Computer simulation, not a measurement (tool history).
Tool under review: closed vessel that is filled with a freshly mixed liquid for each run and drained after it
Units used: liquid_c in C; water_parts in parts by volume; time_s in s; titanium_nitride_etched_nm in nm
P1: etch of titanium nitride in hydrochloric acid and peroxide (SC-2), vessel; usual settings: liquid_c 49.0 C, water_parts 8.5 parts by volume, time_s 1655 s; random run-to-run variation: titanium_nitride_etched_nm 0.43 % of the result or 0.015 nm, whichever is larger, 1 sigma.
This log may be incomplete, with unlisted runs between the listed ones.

run	hour	liquid_c	water_parts	time_s	hours since the thermometer was replaced	hours since the chemicals flow meter was replaced	hours since the drum of peroxide was connected	titanium_nitride_etched_nm
1	5.8	49.0	8.5	1655	569.9	513.5	540.4	58.2530
2	11.5	49.0	8.5	1655	575.6	519.2	546.1	58.8940
3	20.4	49.0	4.0	1655	584.5	528.1	555.0	102.4100
4	24.4	49.0	14.5	1655	588.5	532.1	559.0	37.4080
5	28.9	65.5	8.5	1655	593.0	536.6	563.5	168.5500
6	34.5	49.0	12.5	2830	598.6	542.2	569.1	72.5670
7	38.4	49.0	8.5	1655	602.5	546.1	573.0	58.7050
8	46.8	49.0	8.5	100	610.9	554.5	581.4	3.5793
9	52.5	49.0	4.0	705	616.6	560.2	587.1	43.7970
10	60.5	35.0	8.5	1655	624.6	568.2	595.1	22.1100
11	68.4	49.0	8.5	1655	632.5	576.1	603.0	58.5630
12	73.1	49.0	8.5	2705	637.2	580.8	607.7	95.9820
13	78.7	49.0	8.5	1655	642.8	586.4	613.3	58.6400
14	87.5	49.0	8.5	1655	651.6	595.2	622.1	58.5820

Run 15 is up next; what results do you expect?
15	95.1	49.0	8.5	1655	659.2	602.8	629.7	?

Run 15 came out at titanium_nitride_etched_nm 56.0050 nm.
